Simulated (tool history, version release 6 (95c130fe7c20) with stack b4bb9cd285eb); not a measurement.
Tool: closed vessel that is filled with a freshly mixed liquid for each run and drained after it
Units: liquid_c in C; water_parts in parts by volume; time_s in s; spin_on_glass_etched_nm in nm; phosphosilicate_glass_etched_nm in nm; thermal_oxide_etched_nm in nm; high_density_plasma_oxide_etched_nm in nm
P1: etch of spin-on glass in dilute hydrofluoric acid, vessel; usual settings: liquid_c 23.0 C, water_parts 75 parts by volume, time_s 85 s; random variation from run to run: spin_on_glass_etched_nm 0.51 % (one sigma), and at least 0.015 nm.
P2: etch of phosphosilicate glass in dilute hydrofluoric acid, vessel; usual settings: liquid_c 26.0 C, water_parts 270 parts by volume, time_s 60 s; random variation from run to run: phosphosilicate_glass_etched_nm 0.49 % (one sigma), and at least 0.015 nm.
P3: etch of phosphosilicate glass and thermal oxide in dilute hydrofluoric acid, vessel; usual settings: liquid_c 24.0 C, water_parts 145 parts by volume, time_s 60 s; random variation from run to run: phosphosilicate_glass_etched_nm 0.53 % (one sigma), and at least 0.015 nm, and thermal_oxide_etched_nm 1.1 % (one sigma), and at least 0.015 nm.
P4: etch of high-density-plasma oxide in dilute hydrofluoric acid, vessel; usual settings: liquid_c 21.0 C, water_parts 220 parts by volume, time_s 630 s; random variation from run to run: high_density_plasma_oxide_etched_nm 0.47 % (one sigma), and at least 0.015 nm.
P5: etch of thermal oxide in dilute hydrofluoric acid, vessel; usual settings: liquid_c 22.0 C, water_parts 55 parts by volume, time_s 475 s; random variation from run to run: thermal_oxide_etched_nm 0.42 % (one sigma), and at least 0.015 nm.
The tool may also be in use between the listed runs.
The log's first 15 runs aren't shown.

run,hour,process,liquid_c,water_parts,time_s,hours since the thermometer was replaced,hours since the hydrofluoric acid flow meter was replaced,spin_on_glass_etched_nm,phosphosilicate_glass_etched_nm,thermal_oxide_etched_nm,high_density_plasma_oxide_etched_nm
16,207.1,P2,26.0,270,60,592.9,821.1,,24.545,,
17,220.8,P4,21.0,220,630,606.6,834.8,,,,12.93800
18,237.3,P4,17.0,220,630,623.1,851.3,,,,10.98900
19,245.3,P1,23.0,105,30,631.1,859.3,10.979,,,
20,263.4,P2,26.0,270,60,649.2,877.4,,24.413,,
21,278.3,P1,23.0,20,85,664.1,892.3,180.100,,,
22,286.2,P1,23.0,75,145,672.0,900.2,76.255,,,
23,298.8,P3,17.0,145,60,684.6,912.8,,17.677,1.4143,
24,308.2,P4,21.0,220,30,694.0,922.2,,,,0.59467
25,319.2,P1,23.0,20,165,705.0,933.2,348.500,,,
26,329.7,P1,30.5,75,85,715.5,943.7,60.076,,,
27,339.8,P3,24.0,145,100,725.6,953.8,,38.885,3.1619,
28,354.5,P3,24.0,35,60,740.3,968.5,,111.640,9.0066,
29,366.7,P5,30.0,55,475,752.5,980.7,,,53.9130,

The next listed run, before its measurement:
30,379.7,P2,32.5,270,60,765.5,993.7,,?,,

{"run 30": {"phosphosilicate_glass_etched_nm": 30.753}}
